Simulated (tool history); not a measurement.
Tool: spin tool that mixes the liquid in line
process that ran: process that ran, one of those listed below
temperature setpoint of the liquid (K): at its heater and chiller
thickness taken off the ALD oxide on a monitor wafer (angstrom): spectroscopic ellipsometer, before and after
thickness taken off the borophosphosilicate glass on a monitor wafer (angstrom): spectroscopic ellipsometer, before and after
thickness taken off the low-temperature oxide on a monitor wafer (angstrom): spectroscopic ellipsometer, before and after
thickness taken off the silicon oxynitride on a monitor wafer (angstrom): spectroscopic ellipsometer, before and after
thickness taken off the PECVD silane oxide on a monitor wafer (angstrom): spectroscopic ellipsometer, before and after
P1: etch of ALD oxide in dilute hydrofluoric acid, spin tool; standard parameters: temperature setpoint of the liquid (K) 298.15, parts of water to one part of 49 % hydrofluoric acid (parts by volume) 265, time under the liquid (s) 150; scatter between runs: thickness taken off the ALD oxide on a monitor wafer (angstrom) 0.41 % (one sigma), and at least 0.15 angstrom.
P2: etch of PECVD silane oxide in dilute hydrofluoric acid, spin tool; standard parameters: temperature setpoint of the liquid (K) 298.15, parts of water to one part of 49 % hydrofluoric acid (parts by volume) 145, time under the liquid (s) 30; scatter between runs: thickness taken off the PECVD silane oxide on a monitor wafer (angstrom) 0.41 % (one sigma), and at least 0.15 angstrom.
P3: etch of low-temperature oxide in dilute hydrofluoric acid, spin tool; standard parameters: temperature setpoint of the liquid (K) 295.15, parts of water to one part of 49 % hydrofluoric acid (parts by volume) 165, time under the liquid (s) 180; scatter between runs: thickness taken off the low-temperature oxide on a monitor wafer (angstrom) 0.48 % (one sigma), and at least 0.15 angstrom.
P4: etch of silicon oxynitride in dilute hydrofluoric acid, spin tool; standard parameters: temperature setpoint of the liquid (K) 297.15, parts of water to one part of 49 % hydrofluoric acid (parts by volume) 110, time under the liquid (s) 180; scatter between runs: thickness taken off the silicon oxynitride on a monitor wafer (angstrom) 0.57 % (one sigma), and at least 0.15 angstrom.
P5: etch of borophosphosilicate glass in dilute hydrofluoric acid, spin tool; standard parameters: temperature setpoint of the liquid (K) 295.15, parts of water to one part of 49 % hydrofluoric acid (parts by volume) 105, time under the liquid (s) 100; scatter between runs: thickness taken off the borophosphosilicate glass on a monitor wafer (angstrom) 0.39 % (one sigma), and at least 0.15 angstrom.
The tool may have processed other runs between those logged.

run	hour	process that ran	temperature setpoint of the liquid (K)	parts of water to one part of 49 % hydrofluoric acid (parts by volume)	time under the liquid (s)	hours since the thermometer was replaced	hours since the hydrofluoric acid flow meter was replaced	thickness taken off the ALD oxide on a monitor wafer (angstrom)	thickness taken off the borophosphosilicate glass on a monitor wafer (angstrom)	thickness taken off the low-temperature oxide on a monitor wafer (angstrom)	thickness taken off the silicon oxynitride on a monitor wafer (angstrom)	thickness taken off the PECVD silane oxide on a monitor wafer (angstrom)
1	2.7	P1	298.15	265	150	539.2	1237.8	81.931				
2	7.3	P1	298.15	265	150	543.8	1242.4	80.889				
3	10.1	P1	298.15	265	300	546.6	1245.2	163.25				
4	14.3	P5	295.15	105	100	550.8	1249.4		276.97			
5	17.6	P1	298.15	265	150	554.1	1252.7	82.121				
6	22.2	P3	295.15	165	15	558.7	1257.3			8.3291		
7	25.2	P4	297.15	65	180	561.7	1260.3				131.69	
8	29.9	P2	298.15	145	30	566.4	1265					50.185
9	35	P1	298.15	370	150	571.5	1270.1	53.206				
10	37.7	P1	304.65	265	150	574.2	1272.8	101.44				
11	42	P2	298.15	145	50	578.5	1277.1					83.832
12	45	P5	295.15	105	50	581.5	1280.1		138.4			
13	48.9	P3	295.15	235	180	585.4	1284			66.312		
14	52	P2	306.15	145	30	588.5	1287.1					67.791
15	54.5	P1	298.15	265	150	591	1289.6	81.448				
16	58.9	P4	297.15	110	180	595.4	1294				74.29	
17	61.4	P1	298.15	65	150	597.9	1296.5	420.77				
18	66.4	P1	298.15	265	150	602.9	1301.5	81.595				
19	69.1	P2	298.15	80	30	605.6	1304.2					98.66
20	71.4	P1	298.15	265	55	607.9	1306.5	30.171				
21	74.9	P4	304.65	110	180	611.4	1310				105.29	
22	78.8	P3	295.15	165	180	615.3	1313.9			101.97		
# hour 80.2: thermometer replaced
23	81.4	P4	297.15	110	180	1.3	1316.5				74.427	
24	83.8	P3	300.15	165	180	3.7	1318.9			123.63		
25	88.7	P1	293.65	265	150	8.6	1323.8	69.542				
26	92.2	P4	297.15	110	360	12.1	1327.3				149.12	
27	96.8	P1	298.15	150	45	16.7	1331.9	49.512				
28	100.6	P5	303.15	105	100	20.5	1335.7		373.49			
29	104.7	P5	295.15	185	100	24.6	1339.8		143.77			
30	108	P1	298.15	265	150	27.9	1343.1	82.176				
31	110.7	P1	298.15	265	150	30.6	1345.8	83.911				
32	115.5	P1	298.15	265	150	35.4	1350.6	85.412				
33	118.9	P1	298.15	265	150	38.8	1354	86.003				
34	121.9	P1	298.15	265	150	41.8	1357	85.886				
35	126.3	P1	298.15	265	150	46.2	1361.4	87.626				
36	130.8	P1	298.15	265	150	50.7	1365.9	86.92				
37	135.1	P1	298.15	265	150	55	1370.2	87.009				
38	137.4	P1	298.15	265	150	57.3	1372.5	87.426				

The output of P1 has drifted from where it used to be. Each of the 2 causes below, taken at the size shown beside it, accounts for the log equally well:
A: liquid hotter than its thermometer reads (K) = 1.86
B: hydrofluoric acid flow above the setpoint (%) = 5.2
The creep began at about hour 108.

Which of the check runs below tells the causes apart, meaning the causes would give it clearly different results? Each run uses 2 wafers whose results are averaged, and each result is shown as a question mark.
check 1	139.7	P2	302.65	145	50							?
check 2	139.7	P5	302.65	175	100				?			
check 3	139.7	P4	297.15	110	300						?	
check 4	139.7	P3	298.65	165	85					?		

Predicted outcomes, by check and by cause:
check	result	if A	if B
check 1	thickness taken off the PECVD silane oxide on a monitor wafer (angstrom)	106.4	105.69
check 2	thickness taken off the borophosphosilicate glass on a monitor wafer (angstrom)	215.38	214.6
check 3	thickness taken off the silicon oxynitride on a monitor wafer (angstrom)	135.38	131.2
check 4	thickness taken off the low-temperature oxide on a monitor wafer (angstrom)	59.042	58.55
Per check, the gap between the least separated pair of causes, taken in the result that splits them most: check 1 0.67 %; check 2 0.36 %; check 3 3.14 %; check 4 0.84 %
Only in check 3 would the causes give clearly different results; in the remaining checks their results would be nearly the same.

Here is what check 3 returned: thickness taken off the silicon oxynitride on a monitor wafer (angstrom) 135.14. Which cause is it?

Of the candidate causes, it is A: liquid hotter than its thermometer reads (K).

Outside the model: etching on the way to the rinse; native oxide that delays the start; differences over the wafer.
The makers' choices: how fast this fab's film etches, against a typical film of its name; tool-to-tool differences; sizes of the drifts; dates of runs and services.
